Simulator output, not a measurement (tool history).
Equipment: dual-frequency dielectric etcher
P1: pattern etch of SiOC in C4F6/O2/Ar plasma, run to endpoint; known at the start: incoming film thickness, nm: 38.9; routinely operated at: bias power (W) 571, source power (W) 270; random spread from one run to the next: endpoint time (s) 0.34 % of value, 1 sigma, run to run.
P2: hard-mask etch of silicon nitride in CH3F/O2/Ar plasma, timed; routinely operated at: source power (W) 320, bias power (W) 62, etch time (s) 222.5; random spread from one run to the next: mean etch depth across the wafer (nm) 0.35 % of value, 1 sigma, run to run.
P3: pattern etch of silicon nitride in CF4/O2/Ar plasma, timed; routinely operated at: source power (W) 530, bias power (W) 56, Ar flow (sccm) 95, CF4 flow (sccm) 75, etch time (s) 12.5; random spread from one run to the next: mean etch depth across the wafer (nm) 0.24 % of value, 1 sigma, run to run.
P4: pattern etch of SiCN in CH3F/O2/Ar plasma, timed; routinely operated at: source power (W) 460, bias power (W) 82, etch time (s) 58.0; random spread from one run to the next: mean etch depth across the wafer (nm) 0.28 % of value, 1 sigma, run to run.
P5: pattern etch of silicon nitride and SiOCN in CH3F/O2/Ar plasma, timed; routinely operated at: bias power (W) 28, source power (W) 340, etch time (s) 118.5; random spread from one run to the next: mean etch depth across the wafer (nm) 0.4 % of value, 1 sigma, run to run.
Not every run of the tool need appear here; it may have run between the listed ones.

run	day	process that ran	bias power (W)	source power (W)	Ar flow (sccm)	CF4 flow (sccm)	etch time (s)	hours since the last wet clean	hours since the last bias power generator calibration	hours since the last source power generator calibration	endpoint time (s)	mean etch depth across the wafer (nm)
1	0.354	P1	571	270				161.7	2206.7	2236.1	14.408	
2	0.717	P3	56	530	95	55	12.5	170.4	2215.4	2244.8		23.171
3	1.262	P4	82	570			58.0	183.5	2228.5	2257.9		25.203
4	1.708	P2	62	320			125.5	194.2	2239.2	2268.6		76.911
5	2.246	P1	801	270				207.1	2252.1	2281.5	12.517	
6	2.842	P3	56	530	95	75	19.0	221.4	2266.4	2295.8		36.593
7	3.375	P1	382	270				234.2	2279.2	2308.6	16.753	
8	3.762	P2	62	260			222.5	243.5	2288.5	2317.9		126.180
9	4.288	P1	571	270				256.1	2301.1	2330.5	14.351	
10	4.592	P4	82	460			58.0	263.4	2308.4	2337.8		23.236
11	4.883	P5	34	340			118.5	270.4	2315.4	2344.8		18.151
12	5.212	P2	62	320			222.5	278.3	2323.3	2352.7		135.230
13	5.575	P1	571	270				287.0	2332.0	2361.4	14.334	
14	6.162	P5	28	340			156.5	301.1	2346.1	2375.5		21.728
15	6.646	P1	699	340				312.7	2357.7	2387.1	12.187	
16	7.083	P4	107	460			58.0	323.2	2368.2	2397.6		25.564
17	7.504	P4	82	460			33.5	333.3	2378.3	2407.7		13.494
18	7.946	P1	571	270				343.9	2388.9	2418.3	14.418	
19	8.421	P2	36	320			222.5	355.3	2400.3	2429.7		114.720

Run 20 has not been measured yet. What should we expect?
20	8.696	P3	78	530	95	75	12.5	361.9	2406.9	2436.3		?

{"run 20": {"mean etch depth across the wafer (nm)": 27.466}}
